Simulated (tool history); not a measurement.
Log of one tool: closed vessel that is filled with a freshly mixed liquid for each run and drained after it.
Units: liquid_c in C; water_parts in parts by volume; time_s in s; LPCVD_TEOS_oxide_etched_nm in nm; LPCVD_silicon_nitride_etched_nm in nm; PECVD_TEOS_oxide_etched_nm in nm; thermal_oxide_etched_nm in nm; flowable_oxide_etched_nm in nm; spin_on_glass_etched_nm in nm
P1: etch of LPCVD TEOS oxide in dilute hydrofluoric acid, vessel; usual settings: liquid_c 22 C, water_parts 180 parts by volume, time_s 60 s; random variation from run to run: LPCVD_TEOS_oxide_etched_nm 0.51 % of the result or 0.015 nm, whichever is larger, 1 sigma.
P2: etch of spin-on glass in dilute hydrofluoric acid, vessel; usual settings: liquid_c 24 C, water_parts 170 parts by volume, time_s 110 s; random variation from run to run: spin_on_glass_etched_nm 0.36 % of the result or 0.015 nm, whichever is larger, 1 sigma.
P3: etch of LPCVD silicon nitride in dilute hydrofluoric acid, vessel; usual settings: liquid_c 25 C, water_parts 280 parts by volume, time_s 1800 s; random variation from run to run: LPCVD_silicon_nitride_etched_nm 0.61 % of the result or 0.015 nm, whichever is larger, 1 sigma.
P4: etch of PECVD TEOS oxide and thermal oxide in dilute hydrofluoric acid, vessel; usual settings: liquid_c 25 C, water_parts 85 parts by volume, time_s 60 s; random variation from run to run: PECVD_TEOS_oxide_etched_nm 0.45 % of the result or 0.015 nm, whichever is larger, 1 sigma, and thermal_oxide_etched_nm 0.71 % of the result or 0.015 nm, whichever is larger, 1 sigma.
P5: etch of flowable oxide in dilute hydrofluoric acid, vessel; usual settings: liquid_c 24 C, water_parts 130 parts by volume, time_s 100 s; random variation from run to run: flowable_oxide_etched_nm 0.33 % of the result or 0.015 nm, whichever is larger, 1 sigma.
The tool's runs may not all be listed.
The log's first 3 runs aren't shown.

| run | hour | process | liquid_c | water_parts | time_s | hours since the thermometer was replaced | hours since the hydrofluoric acid flow meter was replaced | LPCVD_TEOS_oxide_etched_nm | LPCVD_silicon_nitride_etched_nm | PECVD_TEOS_oxide_etched_nm | thermal_oxide_etched_nm | flowable_oxide_etched_nm | spin_on_glass_etched_nm |
|---|---|---|---|---|---|---|---|---|---|---|---|---|---|
| 4 | 28 | P4 | 25 | 145 | 60 | 737.1 | 1608.8 |  |  | 7.8826 | 1.9437 |  |  |
| 5 | 37.8 | P4 | 25 | 85 | 60 | 746.9 | 1618.6 |  |  | 14.567 | 3.5831 |  |  |
| 6 | 45.1 | P5 | 24 | 130 | 50 | 754.2 | 1625.9 |  |  |  |  | 7.6546 |  |
|  | 47 | hydrofluoric acid flow meter replaced |
| 7 | 54.7 | P1 | 22 | 180 | 60 | 763.8 | 7.7 | 13.955 |  |  |  |  |  |
| 8 | 60.5 | P2 | 24 | 95 | 110 | 769.6 | 13.5 |  |  |  |  |  | 44.515 |
| 9 | 70.2 | P1 | 28.5 | 40 | 60 | 779.3 | 23.2 | 95.736 |  |  |  |  |  |
| 10 | 79.8 | P1 | 22 | 180 | 30 | 788.9 | 32.8 | 6.8978 |  |  |  |  |  |
| 11 | 86.7 | P1 | 22 | 35 | 60 | 795.8 | 39.7 | 84.2 |  |  |  |  |  |
| 12 | 94.5 | P5 | 24 | 130 | 100 | 803.6 | 47.5 |  |  |  |  | 15.383 |  |
| 13 | 102.8 | P3 | 25 | 280 | 1800 | 811.9 | 55.8 |  | 3.7117 |  |  |  |  |
|  | 111.9 | thermometer replaced |
| 14 | 113.3 | P4 | 18.5 | 85 | 60 | 1.4 | 66.3 |  |  | 11.1 | 2.7752 |  |  |
| 15 | 120.9 | P1 | 22 | 310 | 60 | 9 | 73.9 | 7.0556 |  |  |  |  |  |
| 16 | 128 | P2 | 20.5 | 170 | 110 | 16.1 | 81 |  |  |  |  |  | 19.73 |
| 17 | 134.6 | P4 | 25 | 85 | 30 | 22.7 | 87.6 |  |  | 7.24 | 1.8048 |  |  |
| 18 | 145.1 | P5 | 27.5 | 130 | 100 | 33.2 | 98.1 |  |  |  |  | 17.548 |  |
| 19 | 155.4 | P1 | 28.5 | 180 | 60 | 43.5 | 108.4 | 17.687 |  |  |  |  |  |
| 20 | 165.3 | P3 | 31 | 280 | 1800 | 53.4 | 118.3 |  | 5.3106 |  |  |  |  |
| 21 | 172.1 | P3 | 25 | 280 | 3510 | 60.2 | 125.1 |  | 7.1655 |  |  |  |  |
| 22 | 180.2 | P2 | 24 | 170 | 50 | 68.3 | 133.2 |  |  |  |  |  | 10.359 |
| 23 | 187.7 | P5 | 24 | 25 | 100 | 75.8 | 140.7 |  |  |  |  | 91.412 |  |
| 24 | 195.6 | P1 | 22 | 180 | 60 | 83.7 | 148.6 | 13.785 |  |  |  |  |  |
| 25 | 202.1 | P1 | 17 | 180 | 60 | 90.2 | 155.1 | 11.262 |  |  |  |  |  |
| 26 | 208.8 | P1 | 18.5 | 180 | 115 | 96.9 | 161.8 | 23.149 |  |  |  |  |  |

Forecast run 27:
| 27 | 218.1 | P1 | 22 | 180 | 60 | 106.2 | 171.1 | ? |  |  |  |  |  |

Run 27 gave LPCVD_TEOS_oxide_etched_nm 13.771 nm.
